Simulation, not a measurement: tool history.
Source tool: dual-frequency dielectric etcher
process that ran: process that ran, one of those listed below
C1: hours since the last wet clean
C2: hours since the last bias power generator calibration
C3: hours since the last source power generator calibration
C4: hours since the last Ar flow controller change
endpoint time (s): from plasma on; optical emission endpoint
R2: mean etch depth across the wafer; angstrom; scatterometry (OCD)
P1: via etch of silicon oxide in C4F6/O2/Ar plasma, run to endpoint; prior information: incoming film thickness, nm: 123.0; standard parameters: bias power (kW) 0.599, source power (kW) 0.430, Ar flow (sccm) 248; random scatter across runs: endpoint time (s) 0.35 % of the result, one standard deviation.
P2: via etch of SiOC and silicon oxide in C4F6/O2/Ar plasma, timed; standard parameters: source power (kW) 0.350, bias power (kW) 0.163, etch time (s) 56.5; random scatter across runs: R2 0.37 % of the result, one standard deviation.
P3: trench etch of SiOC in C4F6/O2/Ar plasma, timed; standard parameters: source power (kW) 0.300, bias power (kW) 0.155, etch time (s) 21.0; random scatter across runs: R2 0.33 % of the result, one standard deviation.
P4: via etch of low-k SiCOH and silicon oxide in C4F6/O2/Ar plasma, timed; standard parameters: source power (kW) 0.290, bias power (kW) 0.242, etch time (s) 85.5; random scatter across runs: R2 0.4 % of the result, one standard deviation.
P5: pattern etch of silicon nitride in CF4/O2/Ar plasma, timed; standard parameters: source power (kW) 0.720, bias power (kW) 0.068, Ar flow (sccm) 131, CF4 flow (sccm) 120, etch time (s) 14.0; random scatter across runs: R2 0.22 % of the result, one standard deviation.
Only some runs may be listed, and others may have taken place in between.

Run 1, hour 10.7: process that ran P1, bias power (kW) 0.599, source power (kW) 0.430, Ar flow (sccm) 248; C1 150.0; C2 1171.0; C3 1421.1; C4 1667.0. Result: endpoint time (s) 24.143.
Run 2, hour 18.8: process that ran P1, bias power (kW) 0.599, source power (kW) 0.310, Ar flow (sccm) 208; C1 158.1; C2 1179.1; C3 1429.2; C4 1675.1. Result: endpoint time (s) 26.679.
Run 3, hour 31.5: process that ran P3, bias power (kW) 0.155, source power (kW) 0.300, etch time (s) 21.0; C1 170.8; C2 1191.8; C3 1441.9; C4 1687.8. Result: R2 366.48 angstrom.
Run 4, hour 41.8: process that ran P5, bias power (kW) 0.068, source power (kW) 1.000, Ar flow (sccm) 131, etch time (s) 14.0, CF4 flow (sccm) 120; C1 181.1; C2 1202.1; C3 1452.2; C4 1698.1. Result: R2 530.11 angstrom.
Run 5, hour 58.3: process that ran P4, bias power (kW) 0.242, source power (kW) 0.200, etch time (s) 85.5; C1 197.6; C2 1218.6; C3 1468.7; C4 1714.6. Result: R2 2002.30 angstrom.
Run 6, hour 69.6: process that ran P5, bias power (kW) 0.068, source power (kW) 0.720, Ar flow (sccm) 185, etch time (s) 14.0, CF4 flow (sccm) 120; C1 208.9; C2 1229.9; C3 1480.0; C4 1725.9. Result: R2 382.08 angstrom.
Run 7, hour 76.9: process that ran P1, bias power (kW) 0.440, source power (kW) 0.430, Ar flow (sccm) 196; C1 216.2; C2 1237.2; C3 1487.3; C4 1733.2. Result: endpoint time (s) 26.248.
Run 8, hour 90.7: process that ran P1, bias power (kW) 0.599, source power (kW) 0.290, Ar flow (sccm) 248; C1 230.0; C2 1251.0; C3 1501.1; C4 1747.0. Result: endpoint time (s) 27.693.
Run 9, hour 104.9: process that ran P2, bias power (kW) 0.163, source power (kW) 0.470, etch time (s) 56.5; C1 244.2; C2 1265.2; C3 1515.3; C4 1761.2. Result: R2 670.08 angstrom.
Run 10, hour 116.7: process that ran P2, bias power (kW) 0.163, source power (kW) 0.350, etch time (s) 56.5; C1 256.0; C2 1277.0; C3 1527.1; C4 1773.0. Result: R2 595.58 angstrom.
Run 11, hour 124.8: process that ran P1, bias power (kW) 0.599, source power (kW) 0.430, Ar flow (sccm) 248; C1 264.1; C2 1285.1; C3 1535.2; C4 1781.1. Result: endpoint time (s) 24.138.
Run 12, hour 135.0: process that ran P4, bias power (kW) 0.242, source power (kW) 0.290, etch time (s) 85.5; C1 274.3; C2 1295.3; C3 1545.4; C4 1791.3. Result: R2 2298.90 angstrom.
At hour 141.9: wet clean of the chamber.
Run 13, hour 146.8: process that ran P4, bias power (kW) 0.242, source power (kW) 0.290, etch time (s) 114.5; C1 4.9; C2 1307.1; C3 1557.2; C4 1803.1. Result: R2 3069.40 angstrom.
Run 14, hour 163.6: process that ran P1, bias power (kW) 0.788, source power (kW) 0.430, Ar flow (sccm) 248; C1 21.7; C2 1323.9; C3 1574.0; C4 1819.9. Result: endpoint time (s) 21.585.
Run 15, hour 174.3: process that ran P4, bias power (kW) 0.161, source power (kW) 0.290, etch time (s) 85.5; C1 32.4; C2 1334.6; C3 1584.7; C4 1830.6. Result: R2 2003.70 angstrom.
At hour 179.1: Ar flow controller replaced.
Run 16, hour 183.0: process that ran P3, bias power (kW) 0.155, source power (kW) 0.300, etch time (s) 21.0; C1 41.1; C2 1343.3; C3 1593.4; C4 3.9. Result: R2 366.36 angstrom.
Run 17, hour 191.6: process that ran P1, bias power (kW) 0.599, source power (kW) 0.570, Ar flow (sccm) 248; C1 49.7; C2 1351.9; C3 1602.0; C4 12.5. Result: endpoint time (s) 21.696.
Run 18, hour 202.7: process that ran P1, bias power (kW) 0.599, source power (kW) 0.430, Ar flow (sccm) 320; C1 60.8; C2 1363.0; C3 1613.1; C4 23.6. Result: endpoint time (s) 24.832.
Run 19, hour 217.4: process that ran P5, bias power (kW) 0.041, source power (kW) 0.720, Ar flow (sccm) 131, etch time (s) 14.0, CF4 flow (sccm) 120; C1 75.5; C2 1377.7; C3 1627.8; C4 38.3. Result: R2 331.90 angstrom.
Run 20, hour 233.0: process that ran P3, bias power (kW) 0.155, source power (kW) 0.400, etch time (s) 21.0; C1 91.1; C2 1393.3; C3 1643.4; C4 53.9. Result: R2 411.62 angstrom.
Run 21, hour 246.0: process that ran P1, bias power (kW) 0.599, source power (kW) 0.430, Ar flow (sccm) 159; C1 104.1; C2 1406.3; C3 1656.4; C4 66.9. Result: endpoint time (s) 22.909.
Run 22, hour 259.6: process that ran P2, bias power (kW) 0.163, source power (kW) 0.350, etch time (s) 41.0; C1 117.7; C2 1419.9; C3 1670.0; C4 80.5. Result: R2 431.32 angstrom.
Run 23, hour 271.8: process that ran P3, bias power (kW) 0.208, source power (kW) 0.300, etch time (s) 21.0; C1 129.9; C2 1432.1; C3 1682.2; C4 92.7. Result: R2 398.89 angstrom.
Run 24, hour 284.2: process that ran P1, bias power (kW) 0.433, source power (kW) 0.430, Ar flow (sccm) 248; C1 142.3; C2 1444.5; C3 1694.6; C4 105.1. Result: endpoint time (s) 27.174.
Run 25, hour 292.6: process that ran P5, bias power (kW) 0.068, source power (kW) 0.720, Ar flow (sccm) 131, etch time (s) 14.0, CF4 flow (sccm) 91; C1 150.7; C2 1452.9; C3 1703.0; C4 113.5. Result: R2 384.97 angstrom.
Run 26, hour 304.9: process that ran P1, bias power (kW) 0.599, source power (kW) 0.430, Ar flow (sccm) 248; C1 163.0; C2 1465.2; C3 1715.3; C4 125.8. Result: endpoint time (s) 23.980.
Run 27, hour 315.7: process that ran P4, bias power (kW) 0.242, source power (kW) 0.290, etch time (s) 85.5; C1 173.8; C2 1476.0; C3 1726.1; C4 136.6. Result: R2 2282.80 angstrom.
Run 28, hour 325.1: process that ran P3, bias power (kW) 0.155, source power (kW) 0.300, etch time (s) 16.0; C1 183.2; C2 1485.4; C3 1735.5; C4 146.0. Result: R2 277.93 angstrom.
Run 29, hour 337.2: process that ran P2, bias power (kW) 0.163, source power (kW) 0.350, etch time (s) 56.5; C1 195.3; C2 1497.5; C3 1747.6; C4 158.1. Result: R2 600.14 angstrom.
Run 30, hour 350.2: process that ran P5, bias power (kW) 0.068, source power (kW) 0.720, Ar flow (sccm) 131, etch time (s) 14.0, CF4 flow (sccm) 120; C1 208.3; C2 1510.5; C3 1760.6; C4 171.1. Result: R2 400.46 angstrom.
Run 31, hour 366.5: process that ran P2, bias power (kW) 0.206, source power (kW) 0.350, etch time (s) 56.5; C1 224.6; C2 1526.8; C3 1776.9; C4 187.4. Result: R2 646.59 angstrom.
Run 32, hour 377.8: process that ran P1, bias power (kW) 0.599, source power (kW) 0.430, Ar flow (sccm) 248; C1 235.9; C2 1538.1; C3 1788.2; C4 198.7. Result: endpoint time (s) 24.139.
Run 33, hour 393.6: process that ran P5, bias power (kW) 0.068, source power (kW) 0.720, Ar flow (sccm) 131, etch time (s) 7.5, CF4 flow (sccm) 120; C1 251.7; C2 1553.9; C3 1804.0; C4 214.5. Result: R2 214.38 angstrom.
Run 34, hour 409.8: process that ran P1, bias power (kW) 0.599, source power (kW) 0.430, Ar flow (sccm) 248; C1 267.9; C2 1570.1; C3 1820.2; C4 230.7. Result: endpoint time (s) 23.968.
Run 35, hour 422.8: process that ran P1, bias power (kW) 0.599, source power (kW) 0.430, Ar flow (sccm) 248; C1 280.9; C2 1583.1; C3 1833.2; C4 243.7. Result: endpoint time (s) 24.219.
Run 36, hour 433.9: process that ran P1, bias power (kW) 0.599, source power (kW) 0.430, Ar flow (sccm) 248; C1 292.0; C2 1594.2; C3 1844.3; C4 254.8. Result: endpoint time (s) 24.022.
Run 37, hour 449.8: process that ran P1, bias power (kW) 0.599, source power (kW) 0.430, Ar flow (sccm) 248; C1 307.9; C2 1610.1; C3 1860.2; C4 270.7. Result: endpoint time (s) 23.755.
Run 38, hour 458.3: process that ran P1, bias power (kW) 0.599, source power (kW) 0.430, Ar flow (sccm) 248; C1 316.4; C2 1618.6; C3 1868.7; C4 279.2. Result: endpoint time (s) 23.815.
Run 39, hour 469.0: process that ran P1, bias power (kW) 0.599, source power (kW) 0.430, Ar flow (sccm) 248; C1 327.1; C2 1629.3; C3 1879.4; C4 289.9. Result: endpoint time (s) 23.665.
Run 40, hour 481.9: process that ran P1, bias power (kW) 0.599, source power (kW) 0.430, Ar flow (sccm) 248; C1 340.0; C2 1642.2; C3 1892.3; C4 302.8. Result: endpoint time (s) 23.626.
At hour 487.5: wet clean of the chamber.
At hour 487.9: Ar flow controller replaced.
Run 41, hour 497.3: process that ran P1, bias power (kW) 0.599, source power (kW) 0.430, Ar flow (sccm) 248; C1 9.8; C2 1657.6; C3 1907.7; C4 9.4. Result: endpoint time (s) 23.819.
Run 42, hour 511.9: process that ran P1, bias power (kW) 0.599, source power (kW) 0.430, Ar flow (sccm) 248; C1 24.4; C2 1672.2; C3 1922.3; C4 24.0. Result: endpoint time (s) 23.530.
Run 43, hour 521.1: process that ran P1, bias power (kW) 0.599, source power (kW) 0.430, Ar flow (sccm) 248; C1 33.6; C2 1681.4; C3 1931.5; C4 33.2. Result: endpoint time (s) 23.632.
Run 44, hour 537.9: process that ran P1, bias power (kW) 0.599, source power (kW) 0.430, Ar flow (sccm) 248; C1 50.4; C2 1698.2; C3 1948.3; C4 50.0. Result: endpoint time (s) 23.709.

What P1 gives has crept away from where it was. These 2 causes fit the log equally well, each at the size given:
A: bias power that arrives over what is set, % = 4.66
B: source power that arrives over what is set, % = 4.87
The gradual shift began around hour 422.8.
All other causes, with the reason each is excluded:
chamber walls in a state that raises the etch rate, %: its service at hour 487.5 followed the start of the drift and did not put the process back to its old value
Ar flow that arrives under what is set, %: its service at hour 487.9 followed the start of the drift and did not put the process back to its old value

Listed below are the offered check runs, one wafer per run, with question marks in place of results. For which of them would the causes give clearly different outcomes?
Run check 1, hour 554.7: process that ran P5, bias power (kW) 0.045, source power (kW) 0.850, Ar flow (sccm) 131, etch time (s) 14.0, CF4 flow (sccm) 120. Result: R2 ?.
Run check 2, hour 554.7: process that ran P2, bias power (kW) 0.192, source power (kW) 0.470, etch time (s) 56.5. Result: R2 ?.
Run check 3, hour 554.7: process that ran P3, bias power (kW) 0.200, source power (kW) 0.390, etch time (s) 21.0. Result: R2 ?.
Run check 4, hour 554.7: process that ran P4, bias power (kW) 0.204, source power (kW) 0.200, etch time (s) 85.5. Result: R2 ?.

Check results expected under each cause:
  check  result     if A     if B
check 1      R2   402.60   413.00
check 2      R2   715.44   718.07
check 3      R2   446.44   448.03
check 4      R2  1909.30  1914.30
Per check, the gap between the least separated pair of causes, taken in the result that splits them most: check 1 2.55 %; check 2 0.37 %; check 3 0.36 %; check 4 0.26 %
The causes can be told apart only by check 1. The other checks would give nearly the same results under each of them.

Check 1 was then run and gave: R2 402.89 angstrom. Which cause is it?

Of the candidate causes, it is A: bias power that arrives over what is set, %.
